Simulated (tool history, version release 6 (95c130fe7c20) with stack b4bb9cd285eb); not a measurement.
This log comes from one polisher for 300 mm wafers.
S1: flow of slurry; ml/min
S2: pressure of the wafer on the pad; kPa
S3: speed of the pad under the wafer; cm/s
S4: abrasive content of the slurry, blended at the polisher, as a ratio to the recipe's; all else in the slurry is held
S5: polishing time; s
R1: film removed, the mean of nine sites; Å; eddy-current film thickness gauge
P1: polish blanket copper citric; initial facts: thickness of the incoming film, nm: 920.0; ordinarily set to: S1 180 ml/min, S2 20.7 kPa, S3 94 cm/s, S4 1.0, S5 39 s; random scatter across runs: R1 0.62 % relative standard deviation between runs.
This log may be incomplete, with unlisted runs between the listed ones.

run,day,S1,S2,S3,S4,S5,R1
1,0.412,180,20.7,94,1.0,39,701.81
2,0.833,180,20.7,94,1.0,62,1112.20
3,1.208,180,20.7,66,1.0,39,495.37
4,1.729,180,20.7,130,1.0,39,954.13
5,2.167,180,15.2,94,1.0,39,516.77
6,2.442,180,20.7,94,0.6,39,628.95
# day 2.700: slurry blender recalibrated
7,2.779,280,20.7,94,1.3,39,776.35
8,3.175,180,20.7,94,1.0,39,691.53
9,3.650,180,29.0,94,1.0,39,972.79
10,3.896,180,20.7,94,1.3,39,725.50
11,4.308,180,20.7,94,1.0,39,696.76
12,4.592,180,20.7,94,1.0,39,696.07
13,5.083,110,20.7,94,1.0,39,636.46
14,5.342,180,20.7,94,1.0,39,700.97
15,5.858,180,20.7,94,1.0,23,409.06
16,6.279,180,25.5,52,1.0,39,480.56
17,6.675,270,20.7,94,1.0,39,730.66
18,6.988,180,20.7,94,1.0,39,695.01
19,7.375,180,20.7,94,1.0,39,699.87
20,7.762,180,20.7,94,1.0,39,677.72
21,8.112,180,20.7,94,1.0,39,658.91
22,8.425,180,20.7,94,1.0,39,659.93
23,8.654,180,20.7,94,1.0,39,656.35
# day 8.862: worn pad replaced by a new one
# day 8.946: slurry blender recalibrated
24,9.000,180,20.7,94,1.0,39,646.80
25,9.262,180,20.7,94,1.0,39,645.83
26,9.504,180,20.7,94,1.0,39,637.40
27,10.012,180,20.7,94,1.0,39,637.95
28,10.471,180,20.7,94,1.0,39,639.65

What P1 gives has crept off from where it sat before. The 2 causes that follow fit the log equally well, each at the size noted:
A: slurry flow missing at the pad, % = 38.4
B: head's pressure below its setpoint, % = 8.68
At approximately day 7.375, the process output began to creep.
All other causes, with the reason each is excluded:
removal rate lost through wear of the pad, %: serviced after onset, at day 8.862, with no recovery of the prior output
abrasive missing from the slurry, %: serviced after onset, at day 8.946, with no recovery of the prior output

The check runs listed below each take one wafer, and their results are still question marks. Under which run would the listed causes lead to clearly different results?
check 1,10.929,180,20.7,94,0.7,39,?
check 2,10.929,180,20.7,94,1.0,48,?
check 3,10.929,110,20.7,94,1.0,39,?
check 4,10.929,180,28.3,94,1.0,60,?

How each check would come out, cause by cause:
check,result,if A,if B
check 1,R1,592.54,592.59
check 2,R1,785.91,785.98
check 3,R1,555.76,583.49
check 4,R1,1333.40,1332.70
Separation of the two closest causes in each check, using whichever result separates them best: check 1 0.01 %; check 2 0.01 %; check 3 4.87 %; check 4 0.06 %
Check 3 distinguishes between the causes, while the remaining checks would return nearly the same result for all of them.

With check 3 done, the readings were: R1 553.01 Å. Identify which of the listed causes applies.

Of the candidate causes, it is A: slurry flow missing at the pad, %.
